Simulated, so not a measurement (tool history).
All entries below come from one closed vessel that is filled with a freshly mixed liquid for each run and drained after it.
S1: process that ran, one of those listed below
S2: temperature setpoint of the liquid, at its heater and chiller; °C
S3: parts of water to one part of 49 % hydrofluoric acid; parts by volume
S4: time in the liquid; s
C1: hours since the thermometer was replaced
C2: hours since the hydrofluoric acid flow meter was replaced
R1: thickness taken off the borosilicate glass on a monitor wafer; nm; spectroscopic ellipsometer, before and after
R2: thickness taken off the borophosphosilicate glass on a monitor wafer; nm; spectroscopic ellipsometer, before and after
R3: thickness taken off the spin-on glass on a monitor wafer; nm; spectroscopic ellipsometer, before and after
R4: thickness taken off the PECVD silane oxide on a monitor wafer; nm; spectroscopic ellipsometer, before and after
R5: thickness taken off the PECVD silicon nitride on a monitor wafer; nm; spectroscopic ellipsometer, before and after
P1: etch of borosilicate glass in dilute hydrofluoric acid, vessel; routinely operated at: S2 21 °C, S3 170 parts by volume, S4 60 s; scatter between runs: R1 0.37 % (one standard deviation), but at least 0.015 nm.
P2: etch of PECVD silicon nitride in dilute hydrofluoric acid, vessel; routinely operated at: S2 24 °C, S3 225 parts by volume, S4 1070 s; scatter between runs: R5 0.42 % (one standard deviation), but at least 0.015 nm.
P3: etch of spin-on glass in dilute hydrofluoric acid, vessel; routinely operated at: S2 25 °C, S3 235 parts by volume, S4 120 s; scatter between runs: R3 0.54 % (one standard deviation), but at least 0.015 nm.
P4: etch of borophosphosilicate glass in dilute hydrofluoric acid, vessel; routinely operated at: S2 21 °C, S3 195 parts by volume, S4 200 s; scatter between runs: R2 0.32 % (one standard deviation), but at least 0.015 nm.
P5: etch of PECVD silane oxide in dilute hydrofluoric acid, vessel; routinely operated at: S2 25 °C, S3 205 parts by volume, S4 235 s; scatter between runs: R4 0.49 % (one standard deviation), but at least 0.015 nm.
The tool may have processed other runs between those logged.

run,hour,S1,S2,S3,S4,C1,C2,R1,R2,R3,R4,R5
1,7.2,P1,21,170,60,376.9,271.6,9.0461,,,,
2,18.8,P1,21,170,30,388.5,283.2,4.4961,,,,
3,29.4,P1,21,170,60,399.1,293.8,9.03,,,,
4,37,P4,21,195,335,406.7,301.4,,50.454,,,
5,47.4,P3,25,235,215,417.1,311.8,,,48.795,,
6,57.9,P1,17,170,60,427.6,322.3,7.7389,,,,
7,66.7,P4,21,195,200,436.4,331.1,,30.023,,,
8,82.4,P3,25,365,120,452.1,346.8,,,15.394,,
9,89.6,P5,25,205,235,459.3,354,,,,39.183,
10,101.4,P1,21,170,60,471.1,365.8,8.9792,,,,
11,112.9,P1,21,170,60,482.6,377.3,8.9971,,,,
12,127.8,P3,19,235,120,497.5,392.2,,,21.707,,
# hour 129.6: thermometer replaced
13,143.8,P5,25,125,235,14.2,408.2,,,,70.026,
14,159.7,P4,17,195,200,30.1,424.1,,25.724,,,
15,169.3,P1,21,170,100,39.7,433.7,14.982,,,,
16,179.1,P1,17,265,60,49.5,443.5,4.5335,,,,
17,186.7,P4,21,105,200,57.1,451.1,,61.781,,,
18,197.5,P2,19.5,225,1070,67.9,461.9,,,,,20.479
19,206.6,P4,21,195,200,77,471,,30.165,,,
20,216.5,P2,24,225,1070,86.9,480.9,,,,,27.182
21,228.8,P5,17,205,235,99.2,493.2,,,,28.657,
22,242.1,P1,21,170,60,112.5,506.5,8.9896,,,,
23,256.9,P1,21,170,60,127.3,521.3,9.0839,,,,
24,268.5,P1,27.5,170,60,138.9,532.9,11.524,,,,
25,276.5,P2,24,225,2020,146.9,540.9,,,,,51.36
26,292.1,P1,21,170,60,162.5,556.5,8.9928,,,,
27,299.1,P5,25,205,235,169.5,563.5,,,,39.52,
28,308.9,P3,25,235,120,179.3,573.3,,,27.327,,
29,323.8,P2,24,345,1070,194.2,588.2,,,,,17.769
30,338.7,P1,21,310,60,209.1,603.1,4.2837,,,,
31,354.1,P3,25,235,120,224.5,618.5,,,27.337,,
32,362.6,P5,25,205,105,233,627,,,,17.438,
33,372.2,P1,21,80,60,242.6,636.6,21.222,,,,
34,387.3,P1,21,170,60,257.7,651.7,9.0046,,,,
35,395.7,P1,21,170,60,266.1,660.1,9.2441,,,,
36,403.9,P1,21,170,60,274.3,668.3,9.3722,,,,
37,420,P1,21,170,60,290.4,684.4,9.6177,,,,
38,431.1,P1,21,170,60,301.5,695.5,9.5507,,,,
39,444.5,P1,21,170,60,314.9,708.9,9.7085,,,,
40,456,P1,21,170,60,326.4,720.4,9.6335,,,,
41,468.8,P1,21,170,60,339.2,733.2,9.7157,,,,
42,477.5,P1,21,170,60,347.9,741.9,9.7199,,,,
43,488.5,P1,21,170,60,358.9,752.9,9.7123,,,,

P1 has crept away from where it was. The log is fitted equally well by each of these 2 causes, at the sizes shown:
A: hydrofluoric acid flow above the setpoint (%) = 6.6
B: liquid hotter than its thermometer reads (K) = 1.95
The process output started creeping at around hour 387.3.

Each of the 4 check runs below uses one wafer; its results are left as question marks. Which run tells the causes apart?
check 1,499.5,P2,24,225,1070,,,,,,,?
check 2,499.5,P4,21,195,200,,,,?,,,
check 3,499.5,P3,25,235,120,,,,,?,,
check 4,499.5,P5,25,205,235,,,,,,?,

Check results expected under each cause:
check,result,if A,if B
check 1,R5,29.031,30.758
check 2,R2,32.519,32.447
check 3,R3,29.51,29.199
check 4,R4,42.322,42.002
How far apart the two closest causes lie, in the result that separates them most: check 1 5.78 %; check 2 0.22 %; check 3 1.06 %; check 4 0.76 %
Check 1 tells the causes apart: in the others they would give nearly the same result.

After running check 1, the following was obtained: R5 29.224 nm. Which cause does this point to?

A is the cause: hydrofluoric acid flow above the setpoint (%).

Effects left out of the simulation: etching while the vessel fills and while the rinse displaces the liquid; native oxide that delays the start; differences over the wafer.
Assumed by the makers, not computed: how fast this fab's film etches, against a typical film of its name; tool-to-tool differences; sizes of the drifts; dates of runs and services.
